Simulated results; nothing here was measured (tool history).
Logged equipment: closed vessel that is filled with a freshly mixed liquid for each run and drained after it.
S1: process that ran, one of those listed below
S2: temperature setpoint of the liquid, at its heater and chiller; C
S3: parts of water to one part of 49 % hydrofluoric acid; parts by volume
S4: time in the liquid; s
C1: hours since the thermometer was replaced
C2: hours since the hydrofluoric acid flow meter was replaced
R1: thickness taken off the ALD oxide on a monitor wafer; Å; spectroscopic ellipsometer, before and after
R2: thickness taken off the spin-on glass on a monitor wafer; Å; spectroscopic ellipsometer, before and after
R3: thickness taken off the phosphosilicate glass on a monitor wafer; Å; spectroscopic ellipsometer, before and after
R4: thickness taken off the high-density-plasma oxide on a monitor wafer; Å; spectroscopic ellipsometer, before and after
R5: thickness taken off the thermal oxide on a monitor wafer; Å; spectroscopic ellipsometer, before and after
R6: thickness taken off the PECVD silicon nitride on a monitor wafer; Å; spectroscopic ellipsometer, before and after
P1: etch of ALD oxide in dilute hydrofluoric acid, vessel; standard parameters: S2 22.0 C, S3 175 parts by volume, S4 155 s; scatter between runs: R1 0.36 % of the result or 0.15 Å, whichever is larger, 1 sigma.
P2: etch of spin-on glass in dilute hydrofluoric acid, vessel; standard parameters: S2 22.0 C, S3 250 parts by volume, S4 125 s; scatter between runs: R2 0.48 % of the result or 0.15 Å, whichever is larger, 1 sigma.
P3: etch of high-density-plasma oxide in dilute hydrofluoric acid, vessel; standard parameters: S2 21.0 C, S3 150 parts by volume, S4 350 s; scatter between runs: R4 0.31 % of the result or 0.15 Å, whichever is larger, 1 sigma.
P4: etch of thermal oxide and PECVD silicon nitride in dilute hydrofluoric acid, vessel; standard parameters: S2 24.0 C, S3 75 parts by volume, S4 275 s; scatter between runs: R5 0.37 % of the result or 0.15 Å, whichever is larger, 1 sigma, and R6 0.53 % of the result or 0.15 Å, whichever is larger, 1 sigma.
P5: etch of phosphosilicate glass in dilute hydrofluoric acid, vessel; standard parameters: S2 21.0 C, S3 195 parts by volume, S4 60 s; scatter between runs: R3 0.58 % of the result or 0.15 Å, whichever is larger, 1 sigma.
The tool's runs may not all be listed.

run,hour,S1,S2,S3,S4,C1,C2,R1,R2,R3,R4,R5,R6
1,7.5,P1,22.0,175,155,1129.0,383.5,234.300,,,,,
2,18.4,P1,22.0,175,155,1139.9,394.4,234.370,,,,,
3,28.5,P2,22.0,250,60,1150.0,404.5,,40.862,,,,
4,44.7,P2,22.0,250,125,1166.2,420.7,,86.274,,,,
5,54.4,P2,22.0,340,125,1175.9,430.4,,58.128,,,,
6,71.2,P1,22.0,270,155,1192.7,447.2,138.680,,,,,
7,84.4,P1,22.0,175,155,1205.9,460.4,234.460,,,,,
8,98.9,P1,25.5,175,155,1220.4,474.9,267.770,,,,,
9,116.0,P1,17.0,315,155,1237.5,492.0,94.887,,,,,
10,125.4,P5,17.0,195,60,1246.9,501.4,,,189.17,,,
11,138.1,P5,21.0,195,60,1259.6,514.1,,,220.74,,,
12,147.1,P3,21.0,150,350,1268.6,523.1,,,,100.230,,
13,155.0,P4,24.0,25,275,1276.5,531.0,,,,,560.580,265.800
14,170.1,P1,22.0,175,305,1291.6,546.1,462.600,,,,,
15,180.5,P4,24.0,75,145,1302.0,556.5,,,,,92.284,47.383
16,197.2,P1,22.0,175,155,1318.7,573.2,233.660,,,,,
17,208.7,P1,17.0,175,225,1330.2,584.7,281.130,,,,,
18,217.5,P1,17.0,175,155,1339.0,593.5,192.810,,,,,
19,232.2,P5,21.0,35,60,1353.7,608.2,,,1468.40,,,
20,249.0,P3,17.0,150,350,1370.5,625.0,,,,85.042,,
21,264.9,P1,22.0,55,155,1386.4,640.9,855.120,,,,,
22,272.3,P1,22.0,175,65,1393.8,648.3,97.930,,,,,
23,281.2,P3,21.0,225,350,1402.7,657.2,,,,61.845,,
24,295.2,P4,24.0,75,275,1416.7,671.2,,,,,175.930,90.099
25,310.6,P5,21.0,195,60,1432.1,686.6,,,218.91,,,
26,322.4,P1,22.0,175,155,1443.9,698.4,234.860,,,,,
27,337.0,P3,21.0,150,545,1458.5,713.0,,,,155.680,,
28,351.3,P4,32.0,75,275,1472.8,727.3,,,,,238.640,151.710
29,363.9,P5,21.0,195,90,1485.4,739.9,,,333.11,,,
30,376.5,P1,22.0,175,155,1498.0,752.5,234.580,,,,,
31,386.1,P2,17.0,250,125,1507.6,762.1,,71.744,,,,
32,402.6,P1,22.0,175,155,1524.1,778.6,234.890,,,,,
33,411.2,P1,22.0,175,155,1532.7,787.2,239.440,,,,,
34,424.9,P1,22.0,175,155,1546.4,800.9,243.380,,,,,
35,439.5,P1,22.0,175,155,1561.0,815.5,246.990,,,,,
36,451.5,P1,22.0,175,155,1573.0,827.5,246.220,,,,,
37,460.7,P1,22.0,175,155,1582.2,836.7,248.440,,,,,
38,468.5,P1,22.0,175,155,1590.0,844.5,249.360,,,,,
39,485.6,P1,22.0,175,155,1607.1,861.6,249.230,,,,,
40,500.7,P1,22.0,175,155,1622.2,876.7,252.070,,,,,
41,509.5,P1,22.0,175,155,1631.0,885.5,250.470,,,,,
42,524.2,P1,22.0,175,155,1645.7,900.2,252.610,,,,,

Compared with where it was, what P1 gives has crept away. Each cause listed below fits the log as well as the rest, at the size given for it:
A: hydrofluoric acid flow above the setpoint (%) = 5.81
B: liquid hotter than its thermometer reads (K) = 1.76
The creep began at about hour 402.6.

Below are 4 check runs, each on a single wafer, with their results shown as question marks. Which of them would tell the listed causes apart, meaning the causes would give clearly different results under it?
check 1,538.9,P4,24.0,75,275,,,,,,,?,?
check 2,538.9,P3,21.0,150,350,,,,,,?,,
check 3,538.9,P2,22.0,250,125,,,,?,,,,
check 4,538.9,P5,21.0,195,60,,,,,?,,,

If the cause were each of the candidates in turn, the checks would give the following:
check,result,if A,if B
check 1,R5,186.590,188.230
check 1,R6,95.273,101.250
check 2,R4,106.840,107.210
check 3,R2,92.738,92.171
check 4,R3,236.06,235.92
Distance between the nearest two causes, measured in the result of the check that separates them most: check 1 6.09 %; check 2 0.34 %; check 3 0.61 %; check 4 0.06 %
The other checks would show nearly matching results whichever cause is true, so check 1 is the only one that separates the causes.

Check 1 was carried out, with these results: R5 186.750 Å; R6 95.025 Å. Which of the listed causes is responsible?

The correct cause is A, namely: hydrofluoric acid flow above the setpoint (%).
